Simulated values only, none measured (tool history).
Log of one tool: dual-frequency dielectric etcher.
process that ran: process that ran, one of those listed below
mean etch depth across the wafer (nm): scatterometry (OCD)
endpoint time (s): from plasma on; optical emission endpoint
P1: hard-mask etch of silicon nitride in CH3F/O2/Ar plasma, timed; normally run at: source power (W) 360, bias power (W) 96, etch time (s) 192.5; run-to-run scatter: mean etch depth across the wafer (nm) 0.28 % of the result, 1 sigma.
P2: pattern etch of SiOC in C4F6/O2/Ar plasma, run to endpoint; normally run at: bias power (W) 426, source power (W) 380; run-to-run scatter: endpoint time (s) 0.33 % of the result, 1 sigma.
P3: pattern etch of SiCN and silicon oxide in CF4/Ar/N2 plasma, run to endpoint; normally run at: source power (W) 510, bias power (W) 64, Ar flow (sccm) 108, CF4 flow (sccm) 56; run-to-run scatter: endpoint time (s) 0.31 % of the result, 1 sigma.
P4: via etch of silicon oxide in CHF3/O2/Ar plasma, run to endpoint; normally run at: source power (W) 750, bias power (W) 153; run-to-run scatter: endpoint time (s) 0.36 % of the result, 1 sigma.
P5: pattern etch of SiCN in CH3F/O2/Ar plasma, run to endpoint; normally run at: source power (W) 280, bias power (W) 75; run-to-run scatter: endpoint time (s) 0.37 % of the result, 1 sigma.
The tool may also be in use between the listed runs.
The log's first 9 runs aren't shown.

run    day  process that ran  source power (W)  bias power (W)  etch time (s)  Ar flow (sccm)  CF4 flow (sccm)  mean etch depth across the wafer (nm)  endpoint time (s)
 10  1.288                P4               750             153                                                                                                    302.06
 11  1.479                P3               510              64                             85               56                                                    9.3252
 12  1.633                P1               470              96          192.5                                                                  163.63
 13  1.767                P1               500              96          256.5                                                                  221.22
 14   1.85                P5               280              75                                                                                                    21.261
 15  2.012                P1               360              96            265                                                                  202.58
 16  2.121                P5               200              75                                                                                                    24.209
 17  2.292                P1               360              96          192.5                                                                  147.31
 18  2.417                P4               530             153                                                                                                    343.76
 19  2.604                P1               250              96          192.5                                                                  128.43
 20  2.712                P1               360              96          192.5                                                                  147.45
 21  2.896                P5               280              61                                                                                                    23.023
 22  3.083                P1               460              96          142.5                                                                  119.72
 23  3.192                P3               510              64                            108               70                                                    9.3212
 24  3.338                P4               750             153                                                                                                     302.1
 25  3.471                P3               510              40                            108               56                                                    11.193
 26  3.571                P1               360              96          192.5                                                                  147.86
 27  3.738                P2               380             253                                                                                                    19.658
 28  3.833                P2               380             426                                                                                                    16.254
 29  3.938                P2               300             426                                                                                                    17.872
 30  4.071                P1               360              96          192.5                                                                  147.82

The next listed run, before its measurement:
 31  4.212                P1               360              96          192.5                                                                       ?

Run 31 gave mean etch depth across the wafer (nm) 146.38.
